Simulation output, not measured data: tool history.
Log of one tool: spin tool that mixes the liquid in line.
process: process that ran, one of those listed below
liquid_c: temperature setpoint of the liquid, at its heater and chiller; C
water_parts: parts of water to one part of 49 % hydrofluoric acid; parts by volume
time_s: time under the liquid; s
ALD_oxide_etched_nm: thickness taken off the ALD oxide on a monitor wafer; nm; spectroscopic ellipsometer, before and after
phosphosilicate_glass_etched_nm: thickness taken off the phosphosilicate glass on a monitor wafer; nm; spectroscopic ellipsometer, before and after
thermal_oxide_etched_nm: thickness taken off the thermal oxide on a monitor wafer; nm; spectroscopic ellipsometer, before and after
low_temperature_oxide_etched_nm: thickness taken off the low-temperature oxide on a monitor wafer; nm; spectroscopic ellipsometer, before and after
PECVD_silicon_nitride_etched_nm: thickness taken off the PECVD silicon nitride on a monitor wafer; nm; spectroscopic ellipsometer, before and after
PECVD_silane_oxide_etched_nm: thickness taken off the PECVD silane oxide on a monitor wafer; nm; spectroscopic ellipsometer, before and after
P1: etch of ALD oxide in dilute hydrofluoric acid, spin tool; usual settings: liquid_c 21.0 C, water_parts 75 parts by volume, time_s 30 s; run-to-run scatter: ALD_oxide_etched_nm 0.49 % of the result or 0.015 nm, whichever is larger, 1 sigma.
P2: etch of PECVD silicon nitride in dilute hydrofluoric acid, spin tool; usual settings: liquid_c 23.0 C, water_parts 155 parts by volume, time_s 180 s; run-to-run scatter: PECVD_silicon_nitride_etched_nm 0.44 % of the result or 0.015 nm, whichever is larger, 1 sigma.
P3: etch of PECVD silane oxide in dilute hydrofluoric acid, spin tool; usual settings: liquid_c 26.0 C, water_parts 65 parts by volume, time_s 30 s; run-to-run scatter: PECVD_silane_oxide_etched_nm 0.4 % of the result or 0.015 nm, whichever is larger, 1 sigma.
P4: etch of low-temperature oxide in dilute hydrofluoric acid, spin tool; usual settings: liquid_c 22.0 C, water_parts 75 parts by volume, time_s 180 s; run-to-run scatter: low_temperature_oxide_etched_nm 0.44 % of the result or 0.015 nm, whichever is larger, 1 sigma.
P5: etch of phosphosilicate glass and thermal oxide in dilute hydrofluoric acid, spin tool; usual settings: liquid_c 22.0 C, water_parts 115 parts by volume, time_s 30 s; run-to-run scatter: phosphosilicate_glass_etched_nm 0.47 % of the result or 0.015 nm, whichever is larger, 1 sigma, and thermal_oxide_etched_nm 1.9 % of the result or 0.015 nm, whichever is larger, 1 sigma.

| run | hour | process | liquid_c | water_parts | time_s | hours since the thermometer was replaced | hours since the hydrofluoric acid flow meter was replaced | ALD_oxide_etched_nm | phosphosilicate_glass_etched_nm | thermal_oxide_etched_nm | low_temperature_oxide_etched_nm | PECVD_silicon_nitride_etched_nm | PECVD_silane_oxide_etched_nm |
|---|---|---|---|---|---|---|---|---|---|---|---|---|---|
| 1 | 9.5 | P1 | 21.0 | 75 | 30 | 1981.1 | 270.0 | 7.1372 |  |  |  |  |  |
| 2 | 20.6 | P5 | 22.0 | 115 | 30 | 1992.2 | 281.1 |  | 30.565 | 1.0712 |  |  |  |
| 3 | 32.6 | P1 | 17.0 | 75 | 30 | 2004.2 | 293.1 | 6.0442 |  |  |  |  |  |
| 4 | 40.5 | P1 | 21.0 | 75 | 30 | 2012.1 | 301.0 | 7.1059 |  |  |  |  |  |
| 5 | 48.3 | P4 | 22.0 | 75 | 180 | 2019.9 | 308.8 |  |  |  | 24.7920 |  |  |
| 6 | 55.9 | P5 | 22.0 | 115 | 65 | 2027.5 | 316.4 |  | 66.525 | 2.3301 |  |  |  |
| 7 | 70.7 | P1 | 27.5 | 75 | 30 | 2042.3 | 331.2 | 9.2750 |  |  |  |  |  |
| 8 | 79.6 | P2 | 23.0 | 155 | 180 | 2051.2 | 340.1 |  |  |  |  | 6.3509 |  |
| 9 | 88.9 | P4 | 22.0 | 75 | 20 | 2060.5 | 349.4 |  |  |  | 2.7526 |  |  |
| 10 | 97.8 | P4 | 22.0 | 35 | 180 | 2069.4 | 358.3 |  |  |  | 55.8440 |  |  |
| 11 | 110.0 | P3 | 20.0 | 65 | 30 | 2081.6 | 370.5 |  |  |  |  |  | 19.982 |
| 12 | 119.9 | P1 | 21.0 | 75 | 15 | 2091.5 | 380.4 | 3.5298 |  |  |  |  |  |
| 13 | 132.8 | P1 | 21.0 | 75 | 30 | 2104.4 | 393.3 | 7.0625 |  |  |  |  |  |
| 14 | 143.0 | P1 | 21.0 | 40 | 15 | 2114.6 | 403.5 | 7.0412 |  |  |  |  |  |
| 15 | 159.2 | P1 | 21.0 | 75 | 30 | 2130.8 | 419.7 | 7.1356 |  |  |  |  |  |
| 16 | 168.7 | P4 | 26.0 | 75 | 180 | 2140.3 | 429.2 |  |  |  | 28.9310 |  |  |
| 17 | 177.3 | P5 | 27.0 | 115 | 30 | 2148.9 | 437.8 |  | 36.835 | 1.3378 |  |  |  |
| 18 | 189.9 | P3 | 26.0 | 100 | 30 | 2161.5 | 450.4 |  |  |  |  |  | 15.919 |
| 19 | 202.5 | P1 | 27.5 | 75 | 15 | 2174.1 | 463.0 | 4.6579 |  |  |  |  |  |
| 20 | 217.5 | P2 | 23.0 | 65 | 180 | 2189.1 | 478.0 |  |  |  |  | 14.9220 |  |
| 21 | 228.3 | P1 | 17.0 | 75 | 50 | 2199.9 | 488.8 | 9.9903 |  |  |  |  |  |
| 22 | 239.2 | P1 | 21.0 | 35 | 30 | 2210.8 | 499.7 | 16.2030 |  |  |  |  |  |
| 23 | 252.3 | P1 | 21.0 | 75 | 65 | 2223.9 | 512.8 | 15.5050 |  |  |  |  |  |
| 24 | 262.9 | P3 | 26.0 | 65 | 30 | 2234.5 | 523.4 |  |  |  |  |  | 25.305 |
| 25 | 276.4 | P5 | 22.0 | 205 | 30 | 2248.0 | 536.9 |  | 15.548 | 0.5792 |  |  |  |
| 26 | 290.3 | P2 | 17.0 | 155 | 180 | 2261.9 | 550.8 |  |  |  |  | 4.2203 |  |
| 27 | 299.6 | P1 | 21.0 | 110 | 30 | 2271.2 | 560.1 | 4.6680 |  |  |  |  |  |
| 28 | 312.1 | P2 | 23.0 | 155 | 275 | 2283.7 | 572.6 |  |  |  |  | 9.6514 |  |
| 29 | 328.2 | P3 | 26.0 | 65 | 50 | 2299.8 | 588.7 |  |  |  |  |  | 42.454 |
| 30 | 337.1 | P4 | 22.0 | 75 | 180 | 2308.7 | 597.6 |  |  |  | 24.8600 |  |  |
| 31 | 346.5 | P1 | 21.0 | 75 | 30 | 2318.1 | 607.0 | 7.1979 |  |  |  |  |  |
| 32 | 354.2 | P1 | 21.0 | 75 | 30 | 2325.8 | 614.7 | 7.3263 |  |  |  |  |  |
| 33 | 367.3 | P1 | 21.0 | 75 | 30 | 2338.9 | 627.8 | 7.6192 |  |  |  |  |  |
| 34 | 376.9 | P1 | 21.0 | 75 | 30 | 2348.5 | 637.4 | 7.6153 |  |  |  |  |  |
| 35 | 385.9 | P1 | 21.0 | 75 | 30 | 2357.5 | 646.4 | 7.7014 |  |  |  |  |  |
| 36 | 397.1 | P1 | 21.0 | 75 | 30 | 2368.7 | 657.6 | 7.7124 |  |  |  |  |  |
| 37 | 406.6 | P1 | 21.0 | 75 | 30 | 2378.2 | 667.1 | 7.6777 |  |  |  |  |  |
| 38 | 420.4 | P1 | 21.0 | 75 | 30 | 2392.0 | 680.9 | 7.8359 |  |  |  |  |  |

What P1 gives has crept away from where it was. These 2 causes fit the log equally well, each at the size given:
A: hydrofluoric acid flow above the setpoint (%) = 7.84
B: liquid hotter than its thermometer reads (K) = 2
The creep began at about hour 346.5.

4 check runs are offered, one wafer each, their results left as question marks. Which one tells the causes apart?
| check 1 | 434.2 | P2 | 19.0 | 155 | 265 |  |  |  |  |  |  | ? |  |
| check 2 | 434.2 | P5 | 22.0 | 150 | 30 |  |  |  | ? | ? |  |  |  |
| check 3 | 434.2 | P4 | 22.0 | 45 | 85 |  |  |  |  |  | ? |  |  |
| check 4 | 434.2 | P3 | 20.5 | 65 | 45 |  |  |  |  |  |  |  | ? |

What each check would give under each cause:
| check | result | if A | if B |
|---|---|---|---|
| check 1 | PECVD_silicon_nitride_etched_nm | 7.7137 | 8.1916 |
| check 2 | phosphosilicate_glass_etched_nm | 24.543 | 24.292 |
| check 2 | thermal_oxide_etched_nm | 0.87700 | 0.86804 |
| check 3 | low_temperature_oxide_etched_nm | 21.9250 | 22.0060 |
| check 4 | PECVD_silane_oxide_etched_nm | 33.052 | 33.113 |
How far apart the two closest causes lie, in the result that separates them most: check 1 6.01 %; check 2 1.03 %; check 3 0.37 %; check 4 0.18 %
Only check 1 tells the causes apart: in the others they would give nearly the same result.

Check 1 was then run and gave: PECVD_silicon_nitride_etched_nm 8.2479 nm. Which cause is it?

It is B: liquid hotter than its thermometer reads (K).
